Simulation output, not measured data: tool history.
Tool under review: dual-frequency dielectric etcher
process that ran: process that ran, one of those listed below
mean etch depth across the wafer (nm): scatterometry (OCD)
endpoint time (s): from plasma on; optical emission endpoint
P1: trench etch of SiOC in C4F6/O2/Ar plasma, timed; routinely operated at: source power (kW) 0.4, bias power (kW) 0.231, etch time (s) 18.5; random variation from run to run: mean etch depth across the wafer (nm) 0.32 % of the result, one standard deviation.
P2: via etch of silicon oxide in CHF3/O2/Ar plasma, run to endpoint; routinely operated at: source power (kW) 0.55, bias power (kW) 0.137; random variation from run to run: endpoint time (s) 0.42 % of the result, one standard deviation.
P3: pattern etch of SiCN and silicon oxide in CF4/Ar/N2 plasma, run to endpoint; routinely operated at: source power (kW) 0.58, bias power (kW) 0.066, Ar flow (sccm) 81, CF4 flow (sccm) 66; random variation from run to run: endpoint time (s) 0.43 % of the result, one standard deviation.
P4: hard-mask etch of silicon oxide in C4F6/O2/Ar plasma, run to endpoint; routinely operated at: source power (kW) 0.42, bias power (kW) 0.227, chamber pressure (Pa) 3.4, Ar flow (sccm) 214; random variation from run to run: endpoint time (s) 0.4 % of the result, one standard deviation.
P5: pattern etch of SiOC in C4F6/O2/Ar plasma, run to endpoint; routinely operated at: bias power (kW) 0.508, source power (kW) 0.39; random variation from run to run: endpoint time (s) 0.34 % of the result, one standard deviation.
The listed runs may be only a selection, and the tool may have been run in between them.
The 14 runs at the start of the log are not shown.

run	hour	process that ran	source power (kW)	bias power (kW)	etch time (s)	Ar flow (sccm)	CF4 flow (sccm)	chamber pressure (Pa)	mean etch depth across the wafer (nm)	endpoint time (s)
15	70.1	P4	0.42	0.227		214		4.8		46.585
16	76.4	P1	0.4	0.231	18.5				42.32	
17	80.9	P4	0.32	0.227		214		3.4		49.244
18	85.7	P4	0.42	0.227		129		3.4		42.021
# hour 89.4: bias power generator calibrated
19	91.5	P1	0.4	0.142	26				51.165	
20	95.1	P4	0.42	0.146		214		3.4		51.121
21	98.8	P1	0.24	0.231	18.5				34.755	
22	103	P1	0.4	0.231	18.5				42.323	
23	108.9	P3	0.58	0.066		81	66			14.062
24	112.5	P3	0.58	0.083		81	66			13.209
25	118.7	P1	0.4	0.231	18.5				42.373	
# hour 121.8: source power generator calibrated
26	124.1	P1	0.4	0.305	18.5				46.193	
27	130.9	P2	0.55	0.098						478.46
28	135.8	P1	0.4	0.18	18.5				39.096	
29	141.6	P1	0.4	0.231	25				57.191	
30	148.1	P1	0.4	0.231	18.5				42.344	
31	153.2	P1	0.4	0.231	18.5				41.991	
32	157.9	P1	0.4	0.231	18.5				42.069	

For run 33, what comes out?
33	161.2	P1	0.4	0.231	18.5				?	

Run 33 measured mean etch depth across the wafer (nm) 41.715.

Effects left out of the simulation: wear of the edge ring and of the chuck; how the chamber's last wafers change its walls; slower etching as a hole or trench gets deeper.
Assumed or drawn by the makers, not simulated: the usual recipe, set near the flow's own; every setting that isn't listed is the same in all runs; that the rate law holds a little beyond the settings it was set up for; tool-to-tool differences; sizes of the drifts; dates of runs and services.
